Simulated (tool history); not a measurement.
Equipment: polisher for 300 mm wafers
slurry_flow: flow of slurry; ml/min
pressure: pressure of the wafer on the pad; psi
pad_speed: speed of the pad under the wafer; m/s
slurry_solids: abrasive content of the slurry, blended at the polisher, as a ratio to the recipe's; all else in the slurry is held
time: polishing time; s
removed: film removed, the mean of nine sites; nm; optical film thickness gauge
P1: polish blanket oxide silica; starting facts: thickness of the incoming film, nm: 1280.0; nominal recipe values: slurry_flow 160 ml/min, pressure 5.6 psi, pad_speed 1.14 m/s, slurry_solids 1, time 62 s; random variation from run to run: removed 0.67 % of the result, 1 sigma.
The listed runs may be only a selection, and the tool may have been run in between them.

| run | hour | slurry_flow | pressure | pad_speed | slurry_solids | time | wafers polished on this pad | hours since the slurry nozzle was cleaned | hours since the head pressure was calibrated | hours since the slurry blender was calibrated | hours since the conditioning disc was replaced | removed |
|---|---|---|---|---|---|---|---|---|---|---|---|---|
| 1 | 7.3 | 160 | 5.6 | 1.14 | 1 | 62 | 522 | 352.4 | 395 | 145.4 | 262.7 | 262.32 |
| 2 | 13.6 | 160 | 5.6 | 0.56 | 1 | 62 | 593 | 358.7 | 401.3 | 151.7 | 269 | 148.82 |
| 3 | 23.4 | 160 | 5.6 | 1.14 | 1 | 62 | 704 | 368.5 | 411.1 | 161.5 | 278.8 | 260.03 |
| 4 | 32.7 | 160 | 5.6 | 1.14 | 1.4 | 62 | 810 | 377.8 | 420.4 | 170.8 | 288.1 | 299.29 |
| 5 | 42 | 160 | 7.3 | 1.14 | 1 | 62 | 915 | 387.1 | 429.7 | 180.1 | 297.4 | 339.92 |
| 6 | 46.3 | 210 | 5.6 | 1.14 | 1 | 62 | 964 | 391.4 | 434 | 184.4 | 301.7 | 272.11 |
| 7 | 53.8 | 160 | 5.6 | 1.14 | 1 | 62 | 1049 | 398.9 | 441.5 | 191.9 | 309.2 | 262.57 |
|  | 54 | worn pad replaced by a new one |
| 8 | 61.4 | 160 | 5.6 | 0.82 | 1 | 96 | 84 | 406.5 | 449.1 | 199.5 | 316.8 | 311.6 |
| 9 | 70.3 | 160 | 2.5 | 1.14 | 1 | 62 | 184 | 415.4 | 458 | 208.4 | 325.7 | 116.14 |
|  | 76.9 | conditioning disc replaced and pad reconditioned |
| 10 | 78.7 | 160 | 5.6 | 1.14 | 1 | 28 | 280 | 423.8 | 466.4 | 216.8 | 1.9 | 117.97 |
| 11 | 83 | 160 | 5.6 | 1.14 | 1 | 99 | 328 | 428.1 | 470.7 | 221.1 | 6.2 | 420.47 |
| 12 | 87.4 | 160 | 5.6 | 1.14 | 0.6 | 62 | 378 | 432.5 | 475.1 | 225.5 | 10.6 | 199.8 |
| 13 | 93.1 | 160 | 5.6 | 1.14 | 1 | 62 | 443 | 438.2 | 480.8 | 231.2 | 16.3 | 259.54 |
| 14 | 103.2 | 160 | 5.6 | 1.58 | 1 | 62 | 557 | 448.3 | 490.9 | 241.3 | 26.4 | 340.09 |
| 15 | 108.3 | 120 | 5.6 | 1.14 | 1 | 62 | 615 | 453.4 | 496 | 246.4 | 31.5 | 248.27 |
| 16 | 116.8 | 95 | 5.6 | 1.14 | 1.3 | 62 | 711 | 461.9 | 504.5 | 254.9 | 40 | 258.81 |
| 17 | 126.4 | 160 | 5.6 | 1.14 | 1 | 62 | 820 | 471.5 | 514.1 | 264.5 | 49.6 | 262.98 |
| 18 | 132.9 | 160 | 5.6 | 1.14 | 1 | 62 | 894 | 478 | 520.6 | 271 | 56.1 | 251.56 |
| 19 | 137.9 | 160 | 5.6 | 1.14 | 1 | 62 | 951 | 483 | 525.6 | 276 | 61.1 | 248.77 |
| 20 | 143.4 | 160 | 5.6 | 1.14 | 1 | 62 | 1013 | 488.5 | 531.1 | 281.5 | 66.6 | 244.79 |
| 21 | 148.6 | 160 | 5.6 | 1.14 | 1 | 62 | 1072 | 493.7 | 536.3 | 286.7 | 71.8 | 241.61 |
| 22 | 156.2 | 160 | 5.6 | 1.14 | 1 | 62 | 1158 | 501.3 | 543.9 | 294.3 | 79.4 | 239.08 |
|  | 163.1 | worn pad replaced by a new one |
| 23 | 164.2 | 160 | 5.6 | 1.14 | 1 | 62 | 12 | 509.3 | 551.9 | 302.3 | 87.4 | 238.25 |
|  | 169.7 | conditioning disc replaced and pad reconditioned |
| 24 | 171.9 | 160 | 5.6 | 1.14 | 1 | 62 | 99 | 517 | 559.6 | 310 | 2.3 | 239.33 |
|  | 173.1 | slurry blender recalibrated |
| 25 | 179 | 160 | 5.6 | 1.14 | 1 | 62 | 180 | 524.1 | 566.7 | 6 | 9.4 | 235.55 |
| 26 | 183.9 | 160 | 5.6 | 1.14 | 1 | 62 | 235 | 529 | 571.6 | 10.9 | 14.3 | 233.12 |
| 27 | 192.1 | 160 | 5.6 | 1.14 | 1 | 62 | 328 | 537.2 | 579.8 | 19.1 | 22.5 | 237.62 |

Compared with where it was, what P1 gives has crept away. Each cause listed below fits the log as well as the rest, at the size given for it:
A: head's pressure below its setpoint, % = 9.72
B: slurry flow missing at the pad, % = 38.9
Onset of the creep was near hour 126.4.
Excluded causes, each with its reason:
removal rate lost through wear of the pad, %: serviced at hour 163.1, after the drift had started, without restoring the earlier output
abrasive missing from the slurry, %: serviced at hour 173.1, after the drift had started, without restoring the earlier output
time polished since the conditioner stopped cutting, s: serviced at hour 169.7, after the drift had started, without restoring the earlier output

4 check runs are offered, each on 5 wafers whose results are averaged, their results left as question marks. Which one tells the causes apart?
| check 1 | 200.3 | 160 | 6.9 | 1.14 | 1 | 62 |  |  |  |  |  | ? |
| check 2 | 200.3 | 160 | 3.6 | 1.14 | 1.35 | 62 |  |  |  |  |  | ? |
| check 3 | 200.3 | 160 | 5.6 | 1.14 | 1.2 | 62 |  |  |  |  |  | ? |
| check 4 | 200.3 | 125 | 2.5 | 1.14 | 1 | 62 |  |  |  |  |  | ? |

Predicted outcomes, by check and by cause:
| check | result | if A | if B |
|---|---|---|---|
| check 1 | removed | 290.72 | 290.68 |
| check 2 | removed | 171.94 | 171.92 |
| check 3 | removed | 255.29 | 255.25 |
| check 4 | removed | 100.64 | 98.123 |
Per-check spread between the two closest causes, in the result where they differ most: check 1 0.01 %; check 2 0.01 %; check 3 0.01 %; check 4 2.53 %
The other checks would show nearly matching results whichever cause is true, so check 4 is the only one that separates the causes.

Here is what check 4 returned: removed 100.69 nm. Which cause is it?

It is A: head's pressure below its setpoint, %.
